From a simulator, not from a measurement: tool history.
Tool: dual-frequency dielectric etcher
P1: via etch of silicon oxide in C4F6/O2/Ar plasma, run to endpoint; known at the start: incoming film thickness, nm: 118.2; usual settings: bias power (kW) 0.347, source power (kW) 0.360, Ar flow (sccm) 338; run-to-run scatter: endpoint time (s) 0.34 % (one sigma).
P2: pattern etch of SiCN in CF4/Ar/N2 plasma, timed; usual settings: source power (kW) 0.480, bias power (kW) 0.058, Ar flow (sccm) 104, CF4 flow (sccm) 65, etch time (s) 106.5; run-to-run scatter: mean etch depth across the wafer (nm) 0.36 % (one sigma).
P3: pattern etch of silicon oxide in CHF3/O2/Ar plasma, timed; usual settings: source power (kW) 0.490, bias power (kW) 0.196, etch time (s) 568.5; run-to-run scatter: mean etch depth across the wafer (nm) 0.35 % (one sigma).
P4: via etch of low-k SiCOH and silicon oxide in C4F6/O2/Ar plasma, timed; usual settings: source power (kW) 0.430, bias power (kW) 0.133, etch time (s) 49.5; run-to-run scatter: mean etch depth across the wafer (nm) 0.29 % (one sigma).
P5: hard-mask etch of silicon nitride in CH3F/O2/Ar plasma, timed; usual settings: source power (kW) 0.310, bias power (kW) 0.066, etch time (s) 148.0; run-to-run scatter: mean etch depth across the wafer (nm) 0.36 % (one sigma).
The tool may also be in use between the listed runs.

| run | hour | process that ran | bias power (kW) | source power (kW) | Ar flow (sccm) | CF4 flow (sccm) | etch time (s) | hours since the last wet clean | hours since the last bias power generator calibration | hours since the last source power generator calibration | hours since the last Ar flow controller change | endpoint time (s) | mean etch depth across the wafer (nm) |
|---|---|---|---|---|---|---|---|---|---|---|---|---|---|
| 1 | 6.9 | P1 | 0.347 | 0.360 | 338 |  |  | 218.3 | 766.5 | 1506.4 | 1963.7 | 30.954 |  |
| 2 | 12.8 | P2 | 0.058 | 0.480 | 104 | 65 | 106.5 | 224.2 | 772.4 | 1512.3 | 1969.6 |  | 86.130 |
| 3 | 23.4 | P5 | 0.066 | 0.310 |  |  | 209.5 | 234.8 | 783.0 | 1522.9 | 1980.2 |  | 133.620 |
| 4 | 34.3 | P2 | 0.058 | 0.390 | 104 | 65 | 106.5 | 245.7 | 793.9 | 1533.8 | 1991.1 |  | 71.589 |
| 5 | 43.5 | P1 | 0.347 | 0.360 | 338 |  |  | 254.9 | 803.1 | 1543.0 | 2000.3 | 31.400 |  |
| 6 | 52.6 | P5 | 0.066 | 0.310 |  |  | 148.0 | 264.0 | 812.2 | 1552.1 | 2009.4 |  | 94.232 |
| 7 | 58.2 | P1 | 0.347 | 0.480 | 338 |  |  | 269.6 | 817.8 | 1557.7 | 2015.0 | 27.984 |  |
| 8 | 63.9 | P1 | 0.347 | 0.360 | 338 |  |  | 275.3 | 823.5 | 1563.4 | 2020.7 | 31.252 |  |
| 9 | 69.7 | P1 | 0.462 | 0.360 | 338 |  |  | 281.1 | 829.3 | 1569.2 | 2026.5 | 28.375 |  |
| 10 | 78.1 | P1 | 0.347 | 0.290 | 338 |  |  | 289.5 | 837.7 | 1577.6 | 2034.9 | 33.756 |  |
| 11 | 88.8 | P1 | 0.216 | 0.240 | 338 |  |  | 300.2 | 848.4 | 1588.3 | 2045.6 | 43.026 |  |
| 12 | 97.1 | P2 | 0.080 | 0.480 | 104 | 65 | 106.5 | 308.5 | 856.7 | 1596.6 | 2053.9 |  | 95.954 |
| 13 | 106.9 | P5 | 0.085 | 0.310 |  |  | 148.0 | 318.3 | 866.5 | 1606.4 | 2063.7 |  | 102.520 |
| 14 | 117.5 | P3 | 0.128 | 0.490 |  |  | 568.5 | 328.9 | 877.1 | 1617.0 | 2074.3 |  | 915.470 |
| 15 | 125.6 | P1 | 0.280 | 0.360 | 204 |  |  | 337.0 | 885.2 | 1625.1 | 2082.4 | 31.719 |  |
| 16 | 136.6 | P2 | 0.058 | 0.480 | 104 | 40 | 106.5 | 348.0 | 896.2 | 1636.1 | 2093.4 |  | 78.778 |
| 17 | 141.9 | P2 | 0.058 | 0.480 | 138 | 65 | 106.5 | 353.3 | 901.5 | 1641.4 | 2098.7 |  | 81.539 |
| 18 | 148.6 | P3 | 0.196 | 0.490 |  |  | 568.5 | 360.0 | 908.2 | 1648.1 | 2105.4 |  | 1061.000 |
| 19 | 158.1 | P3 | 0.196 | 0.490 |  |  | 568.5 | 369.5 | 917.7 | 1657.6 | 2114.9 |  | 1055.200 |
|  | 163.5 | wet clean of the chamber |
| 20 | 168.8 | P1 | 0.347 | 0.360 | 338 |  |  | 5.4 | 928.4 | 1668.3 | 2125.6 | 31.304 |  |
| 21 | 175.9 | P1 | 0.452 | 0.360 | 229 |  |  | 12.5 | 935.5 | 1675.4 | 2132.7 | 26.953 |  |
| 22 | 187.3 | P4 | 0.133 | 0.430 |  |  | 49.5 | 23.9 | 946.9 | 1686.8 | 2144.1 |  | 135.030 |
| 23 | 195.6 | P1 | 0.347 | 0.360 | 199 |  |  | 32.2 | 955.2 | 1695.1 | 2152.4 | 29.457 |  |
| 24 | 201.0 | P1 | 0.347 | 0.360 | 338 |  |  | 37.6 | 960.6 | 1700.5 | 2157.8 | 31.264 |  |
| 25 | 207.7 | P1 | 0.219 | 0.360 | 338 |  |  | 44.3 | 967.3 | 1707.2 | 2164.5 | 36.421 |  |

The next listed run, before its measurement:
| 26 | 216.8 | P1 | 0.347 | 0.360 | 405 |  |  | 53.4 | 976.4 | 1716.3 | 2173.6 | ? |  |

{"run 26": {"endpoint time (s)": 32.122}}

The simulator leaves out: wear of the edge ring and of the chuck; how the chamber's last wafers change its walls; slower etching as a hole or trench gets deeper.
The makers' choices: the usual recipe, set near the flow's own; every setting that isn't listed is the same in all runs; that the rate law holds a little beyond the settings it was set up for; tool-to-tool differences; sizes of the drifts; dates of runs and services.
